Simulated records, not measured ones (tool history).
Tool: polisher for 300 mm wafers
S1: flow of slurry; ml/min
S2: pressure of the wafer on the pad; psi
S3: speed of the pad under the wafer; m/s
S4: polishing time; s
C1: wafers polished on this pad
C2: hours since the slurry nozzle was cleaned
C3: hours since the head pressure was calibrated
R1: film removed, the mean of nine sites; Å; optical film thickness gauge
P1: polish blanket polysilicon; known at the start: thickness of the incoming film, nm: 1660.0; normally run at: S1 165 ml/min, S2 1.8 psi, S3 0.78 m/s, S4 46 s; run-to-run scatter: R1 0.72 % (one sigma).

run 1 day=0.662 | S1=165 S2=1.8 S3=0.78 S4=46 | C1=377 C2=115.5 C3=498.1 | R1=2130.7
run 2 day=1.392 | S1=165 S2=1.8 S3=0.78 S4=46 | C1=503 C2=133 C3=515.6 | R1=2136.9
run 3 day=1.988 | S1=165 S2=1.8 S3=0.78 S4=46 | C1=606 C2=147.3 C3=529.9 | R1=2159.8
run 4 day=2.612 | S1=165 S2=1.8 S3=0.78 S4=69 | C1=715 C2=162.3 C3=544.9 | R1=3200.9
run 5 day=3.121 | S1=165 S2=1.8 S3=0.78 S4=46 | C1=803 C2=174.5 C3=557.1 | R1=2160
run 6 day=3.633 | S1=165 S2=0.8 S3=0.78 S4=46 | C1=892 C2=186.8 C3=569.4 | R1=949.87
run 7 day=4.288 | S1=165 S2=1.8 S3=0.36 S4=46 | C1=1005 C2=202.5 C3=585.1 | R1=987.1
run 8 day=4.633 | S1=165 S2=1.8 S3=0.78 S4=46 | C1=1065 C2=210.8 C3=593.4 | R1=2130.5
run 9 day=5.2 | S1=165 S2=1.8 S3=0.78 S4=31 | C1=1164 C2=224.4 C3=607 | R1=1467.9
run 10 day=5.896 | S1=100 S2=1.8 S3=0.78 S4=46 | C1=1284 C2=241.1 C3=623.7 | R1=1912.7
run 11 day=6.642 | S1=255 S2=1.8 S3=0.38 S4=46 | C1=1414 C2=259 C3=641.6 | R1=1112.3
run 12 day=7.154 | S1=165 S2=2.7 S3=0.78 S4=46 | C1=1503 C2=271.3 C3=653.9 | R1=3236.7
run 13 day=7.492 | S1=165 S2=2.6 S3=1.04 S4=46 | C1=1561 C2=279.4 C3=662 | R1=4095.8
run 14 day=8.004 | S1=165 S2=1.8 S3=1.2 S4=46 | C1=1650 C2=291.7 C3=674.3 | R1=3296.8
run 15 day=8.475 | S1=165 S2=1.8 S3=0.78 S4=46 | C1=1732 C2=303 C3=685.6 | R1=2133.7
run 16 day=9.125 | S1=215 S2=1.1 S3=0.78 S4=46 | C1=1844 C2=318.6 C3=701.2 | R1=1352.7
run 17 day=9.812 | S1=230 S2=1.8 S3=0.78 S4=46 | C1=1964 C2=335.1 C3=717.7 | R1=2263.4
run 18 day=10.483 | S1=165 S2=1.8 S3=0.78 S4=46 | C1=2080 C2=351.2 C3=733.8 | R1=2176.6
run 19 day=11.071 | S1=165 S2=1.8 S3=0.78 S4=46 | C1=2182 C2=365.3 C3=747.9 | R1=2103.8
run 20 day=11.525 | S1=165 S2=1.8 S3=0.78 S4=46 | C1=2261 C2=376.2 C3=758.8 | R1=2066.4
run 21 day=11.983 | S1=165 S2=1.8 S3=0.78 S4=46 | C1=2340 C2=387.2 C3=769.8 | R1=2067.6
run 22 day=12.5 | S1=165 S2=1.8 S3=0.78 S4=46 | C1=2430 C2=399.6 C3=782.2 | R1=2028.6
-- day=12.917 worn pad replaced by a new one
run 23 day=13.129 | S1=165 S2=1.8 S3=0.78 S4=46 | C1=37 C2=414.7 C3=797.3 | R1=2022.3
run 24 day=13.488 | S1=165 S2=1.8 S3=0.78 S4=46 | C1=99 C2=423.3 C3=805.9 | R1=2039.1
run 25 day=13.883 | S1=165 S2=1.8 S3=0.78 S4=46 | C1=167 C2=432.8 C3=815.4 | R1=2009.7
run 26 day=14.35 | S1=165 S2=1.8 S3=0.78 S4=46 | C1=248 C2=444 C3=826.6 | R1=2012.2
run 27 day=15.058 | S1=165 S2=1.8 S3=0.78 S4=46 | C1=371 C2=461 C3=843.6 | R1=2021.7
run 28 day=15.771 | S1=165 S2=1.8 S3=0.78 S4=46 | C1=495 C2=478.1 C3=860.7 | R1=2024.2

What P1 gives has crept away from where it was. These 2 causes fit the log equally well, each at the size given:
A: head's pressure below its setpoint, % = 6.08
B: slurry flow missing at the pad, % = 28.7
The creep began at about day 10.483.
Why every other cause is out:
removal rate lost through wear of the pad, %: serviced at day 12.917, which brought nothing back

4 check runs are offered, each on 3 wafers whose results are averaged, their results left as question marks. Which one tells the causes apart?
run check 1 day=16.483 | S1=165 S2=2.7 S3=0.78 S4=67 | R1=?
run check 2 day=16.483 | S1=165 S2=1.8 S3=1.2 S4=66 | R1=?
run check 3 day=16.483 | S1=105 S2=1 S3=0.78 S4=46 | R1=?
run check 4 day=16.483 | S1=165 S2=0.9 S3=0.78 S4=33 | R1=?

What each check would give under each cause:
check=check_1 result=R1 if_A=4384.6 if_B=4384
check=check_2 result=R1 if_A=4429.9 if_B=4429.3
check=check_3 result=R1 if_A=1020.3 if_B=988.9
check=check_4 result=R1 if_A=719.86 if_B=719.77
How far apart the two closest causes lie, in the result that separates them most: check 1 0.01 %; check 2 0.01 %; check 3 3.13 %; check 4 0.01 %
Only check 3 tells the causes apart: in the others they would give nearly the same result.

Then check 3 was run and gave: R1 986.58 Å. Which cause is it?

It is B: slurry flow missing at the pad, %.

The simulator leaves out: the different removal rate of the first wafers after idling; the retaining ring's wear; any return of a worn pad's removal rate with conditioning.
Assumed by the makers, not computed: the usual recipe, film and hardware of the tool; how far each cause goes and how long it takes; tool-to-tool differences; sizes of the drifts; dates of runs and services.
